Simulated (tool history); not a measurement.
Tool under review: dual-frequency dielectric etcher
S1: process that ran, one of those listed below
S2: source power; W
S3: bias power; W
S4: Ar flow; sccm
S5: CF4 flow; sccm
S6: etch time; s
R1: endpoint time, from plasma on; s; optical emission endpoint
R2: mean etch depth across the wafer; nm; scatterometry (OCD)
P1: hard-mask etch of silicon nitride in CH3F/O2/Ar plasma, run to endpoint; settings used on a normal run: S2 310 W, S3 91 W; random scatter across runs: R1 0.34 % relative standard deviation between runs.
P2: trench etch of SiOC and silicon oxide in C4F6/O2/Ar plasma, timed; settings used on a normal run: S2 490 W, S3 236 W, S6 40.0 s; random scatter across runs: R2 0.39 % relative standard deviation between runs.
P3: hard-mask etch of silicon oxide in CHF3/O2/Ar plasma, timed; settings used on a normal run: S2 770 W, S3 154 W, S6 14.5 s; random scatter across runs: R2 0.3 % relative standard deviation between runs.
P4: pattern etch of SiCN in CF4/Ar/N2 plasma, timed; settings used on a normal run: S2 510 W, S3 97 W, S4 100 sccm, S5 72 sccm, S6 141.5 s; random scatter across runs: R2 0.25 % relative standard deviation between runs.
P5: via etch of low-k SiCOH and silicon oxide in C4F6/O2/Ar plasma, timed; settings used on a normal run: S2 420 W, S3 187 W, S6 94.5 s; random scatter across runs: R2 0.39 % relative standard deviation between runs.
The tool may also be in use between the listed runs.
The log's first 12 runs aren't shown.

Run 13, hour 151.5: S1 P4, S2 510 W, S3 97 W, S4 100 sccm, S5 72 sccm, S6 141.5 s. Result: R2 150.510 nm.
Run 14, hour 162.1: S1 P1, S2 310 W, S3 62 W. Result: R1 58.645 s.
Run 15, hour 174.1: S1 P1, S2 380 W, S3 91 W. Result: R1 47.371 s.
Run 16, hour 183.1: S1 P1, S2 310 W, S3 91 W. Result: R1 51.112 s.
Run 17, hour 196.9: S1 P2, S2 490 W, S3 236 W, S6 40.0 s. Result: R2 91.601 nm.
At hour 203.4: source power generator calibrated.
Run 18, hour 209.2: S1 P3, S2 770 W, S3 98 W, S6 14.5 s. Result: R2 25.853 nm.
Run 19, hour 220.4: S1 P3, S2 770 W, S3 154 W, S6 14.5 s. Result: R2 29.558 nm.
Run 20, hour 231.3: S1 P5, S2 500 W, S3 187 W, S6 94.5 s. Result: R2 290.040 nm.
Run 21, hour 244.2: S1 P1, S2 310 W, S3 91 W. Result: R1 51.318 s.
Run 22, hour 253.8: S1 P1, S2 310 W, S3 116 W. Result: R1 46.792 s.
Run 23, hour 266.0: S1 P2, S2 490 W, S3 186 W, S6 40.0 s. Result: R2 84.776 nm.
Run 24, hour 277.9: S1 P1, S2 200 W, S3 72 W. Result: R1 65.831 s.
Run 25, hour 288.1: S1 P5, S2 420 W, S3 187 W, S6 94.5 s. Result: R2 271.770 nm.
Run 26, hour 298.1: S1 P1, S2 310 W, S3 91 W. Result: R1 51.464 s.
Run 27, hour 309.7: S1 P2, S2 490 W, S3 236 W, S6 30.5 s. Result: R2 69.194 nm.
Run 28, hour 317.6: S1 P3, S2 580 W, S3 154 W, S6 14.5 s. Result: R2 26.452 nm.
Run 29, hour 330.7: S1 P1, S2 390 W, S3 124 W. Result: R1 42.047 s.
Run 30, hour 345.0: S1 P4, S2 510 W, S3 97 W, S4 100 sccm, S5 55 sccm, S6 141.5 s. Result: R2 144.580 nm.
Run 31, hour 354.7: S1 P4, S2 360 W, S3 97 W, S4 100 sccm, S5 72 sccm, S6 141.5 s. Result: R2 110.940 nm.
Run 32, hour 365.6: S1 P4, S2 510 W, S3 97 W, S4 134 sccm, S5 72 sccm, S6 141.5 s. Result: R2 144.140 nm.

The next listed run, before its measurement:
Run 33, hour 382.0: S1 P1, S2 310 W, S3 91 W. Result: R1 ?.

R1: 51.212 s

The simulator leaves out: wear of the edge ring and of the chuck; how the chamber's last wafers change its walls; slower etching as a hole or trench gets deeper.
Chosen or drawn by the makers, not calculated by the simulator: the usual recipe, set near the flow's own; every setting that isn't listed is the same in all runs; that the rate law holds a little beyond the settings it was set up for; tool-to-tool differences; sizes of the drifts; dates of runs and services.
